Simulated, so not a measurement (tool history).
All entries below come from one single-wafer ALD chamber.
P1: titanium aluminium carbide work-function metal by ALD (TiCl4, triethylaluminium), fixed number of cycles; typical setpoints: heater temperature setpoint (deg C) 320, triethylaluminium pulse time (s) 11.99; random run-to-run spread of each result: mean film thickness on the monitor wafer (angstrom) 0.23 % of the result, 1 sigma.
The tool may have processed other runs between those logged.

run	hour	heater temperature setpoint (deg C)	triethylaluminium pulse time (s)	mean film thickness on the monitor wafer (angstrom)
1	12.7	320	11.99	22.673
2	26.7	320	5	18.948
# hour 27.8: thermocouple changed; heater temperature recalibrated
3	39.7	304	4.45	16.929
4	50	301	11.99	20.979
5	61.5	320	11.99	22.814
6	71	300	6.78	19.131
7	80.3	320	11.99	22.722
8	88.5	320	11.99	22.724
9	95.5	320	11.99	22.675
10	107.4	298	5.69	18.165
11	120.9	320	19.28	23.031
12	129.2	320	11.99	22.71
13	136.8	336	11.99	24.137
14	147.8	320	11.99	22.66
15	161.6	320	11.99	22.525
16	171.7	320	11.99	22.409
17	179.9	320	11.99	22.367
18	187	320	11.99	22.301
19	194.7	320	11.99	22.096
20	202.7	320	11.99	22.201
21	213.5	320	11.99	22.131

The log shows P1 creeping away from where it was. Any of the 2 causes listed here, at the size stated for it, fits the log just as well as the others:
A: wafer temperature below the value expected at the setpoint (K) = 5.68
B: triethylaluminium dose below that of a fresh bottle (%) = 21.3
The onset of the drift is placed at about hour 147.8.

Below are 4 check runs, each on a single wafer, with their results shown as question marks. Which of them would tell the listed causes apart, meaning the causes would give clearly different results under it?
check 1	224.3	320	7.51	?
check 2	224.3	308	11.99	?
check 3	224.3	305	11.99	?
check 4	224.3	303	11.99	?

How each check would come out, cause by cause:
check	result	if A	if B
check 1	mean film thickness on the monitor wafer (angstrom)	20.846	20.062
check 2	mean film thickness on the monitor wafer (angstrom)	21.081	21.102
check 3	mean film thickness on the monitor wafer (angstrom)	20.809	20.835
check 4	mean film thickness on the monitor wafer (angstrom)	20.628	20.657
Gap, in per cent, between the two causes that each check separates least, read from the result that separates them most: check 1 3.83 %; check 2 0.1 %; check 3 0.12 %; check 4 0.14 %
Check 1 distinguishes between the causes, while the remaining checks would return nearly the same result for all of them.

Check 1 was then run and gave: mean film thickness on the monitor wafer (angstrom) 20.132. Which cause is it?

The correct cause is B, namely: triethylaluminium dose below that of a fresh bottle (%).
